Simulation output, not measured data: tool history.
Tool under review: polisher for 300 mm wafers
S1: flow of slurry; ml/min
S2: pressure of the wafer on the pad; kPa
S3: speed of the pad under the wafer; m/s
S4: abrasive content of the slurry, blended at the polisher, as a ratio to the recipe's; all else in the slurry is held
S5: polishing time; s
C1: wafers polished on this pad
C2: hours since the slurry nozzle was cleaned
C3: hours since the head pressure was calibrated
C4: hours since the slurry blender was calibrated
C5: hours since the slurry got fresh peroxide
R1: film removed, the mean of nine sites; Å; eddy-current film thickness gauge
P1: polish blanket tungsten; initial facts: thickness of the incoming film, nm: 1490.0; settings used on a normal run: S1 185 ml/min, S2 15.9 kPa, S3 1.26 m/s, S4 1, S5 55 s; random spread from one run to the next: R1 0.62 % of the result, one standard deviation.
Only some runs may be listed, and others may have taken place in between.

run   hour   S1    S2    S3    S4  S5    C1     C2     C3     C4     C5      R1
  1    9.7  185  15.9  1.26     1  55   811  245.8  297.5  203.1   19.7  1684.5
  2     17  185  15.9  1.26     1  55   917  253.1  304.8  210.4     27  1709.6
  3   27.1  185  15.9  1.26  1.25  55  1064  263.2  314.9  220.5   37.1  1791.8
  4   33.8  185    11  1.26     1  55  1161  269.9  321.6  227.2   43.8  1190.8
  5   43.8  185  15.9  1.26     1  55  1307  279.9  331.6  237.2   53.8  1710.1
  6   54.6  185  20.7  1.26  0.75  55  1464  290.7  342.4    248   64.6  2086.5
  7     66  185  15.9  1.94     1  55  1629  302.1  353.8  259.4     76  2633.6
  8   77.1  185  15.9  1.26   0.5  55  1791  313.2  364.9  270.5   87.1  1475.9
  9     84  185  15.9  1.26     1  37  1891  320.1  371.8  277.4     94  1143.2
 10   95.2  185  15.9   1.9  0.65  55  2054  331.3    383  288.6  105.2  2320.2
 11  105.4  280  15.9  1.26     1  55  2202  341.5  393.2  298.8  115.4  1793.1
 12    115  185  15.9  1.26     1  76  2342  351.1  402.8  308.4    125  2334.3
 13  126.3  185  21.4  1.26     1  55  2506  362.4  414.1  319.7  136.3  2306.3
 14  132.5  185  15.9  1.26     1  55  2597  368.6  420.3  325.9  142.5  1685.6
 15  139.8  110  15.9  1.26     1  55  2703  375.9  427.6  333.2  149.8  1563.2
 16  147.8  185  15.9  1.26  1.45  35  2819  383.9  435.6  341.2  157.8  1179.7
 17  156.6  185  15.9  0.74     1  55  2947  392.7  444.4    350  166.6   999.4
 18    163  185  15.9  1.26     1  55  3040  399.1  450.8  356.4    173  1712.7
 19  171.1  185  15.9  1.26     1  55  3158  407.2  458.9  364.5  181.1    1667
 20  178.1  185  15.9  1.26     1  55  3260  414.2  465.9  371.5  188.1  1634.8
 21  185.5  185  15.9  1.26     1  55  3367  421.6  473.3  378.9  195.5  1633.9
 22  194.3  185  15.9  1.26     1  55  3495  430.4  482.1  387.7  204.3  1593.4
       198  -- slurry tank refilled with fresh slurry and peroxide
     199.2  -- head pressure recalibrated
 23  204.4  185  15.9  1.26     1  55  3642  440.5    5.2  397.8    6.5  1574.9
 24  210.5  185  15.9  1.26     1  55  3731  446.6   11.3  403.9   12.6  1577.3
     218.9  -- worn pad replaced by a new one
 25  219.4  185  15.9  1.26     1  55     8  455.5   20.2  412.8   21.5  1575.4
 26  226.2  185  15.9  1.26     1  55   107  462.3     27  419.6   28.3  1585.6
 27  232.7  185  15.9  1.26     1  55   201  468.8   33.5  426.1   34.8    1575
 28  237.7  185  15.9  1.26     1  55   274  473.8   38.5  431.1   39.8  1565.3

Compared with where it was, what P1 gives has crept away. Each cause listed below fits the log as well as the rest, at the size given for it:
A: slurry flow missing at the pad, % = 37.6
B: abrasive missing from the slurry, % = 30.1
Creep in the process output first set in at about hour 163.
The rest of the possible causes, and what rules out each one:
removal rate lost through wear of the pad, %: serviced after onset, at hour 218.9, with no recovery of the prior output
head's pressure below its setpoint, %: serviced after onset, at hour 199.2, with no recovery of the prior output
peroxide lost from the slurry, %: serviced after onset, at hour 198, with no recovery of the prior output

Question marks stand in for the results of the 4 check runs listed below, each run on one wafer. Under which run would the listed causes show clearly different results?
check 1  242.7  115  15.9  1.26   1  55                       ?
check 2  242.7  185  15.9  1.68   1  55                       ?
check 3  242.7  185  20.7  1.26   1  55                       ?
check 4  242.7  185  12.4     1   1  55                       ?

If the cause were each of the candidates in turn, the checks would give the following:
  check  result    if A    if B
check 1      R1  1384.8  1447.3
check 2      R1  2098.9  2098.9
check 3      R1  2053.3  2053.3
check 4      R1  977.75  977.77
Per-check spread between the two closest causes, in the result where they differ most: check 1 4.41 %; check 2 0 %; check 3 0 %; check 4 0 %
Of the check runs offered, only check 1 discriminates between the causes; the rest would read about the same regardless of which cause applies.

Check 1 was carried out, with these results: R1 1463.9 Å. Which of the listed causes is responsible?

Of the candidate causes, it is B: abrasive missing from the slurry, %.
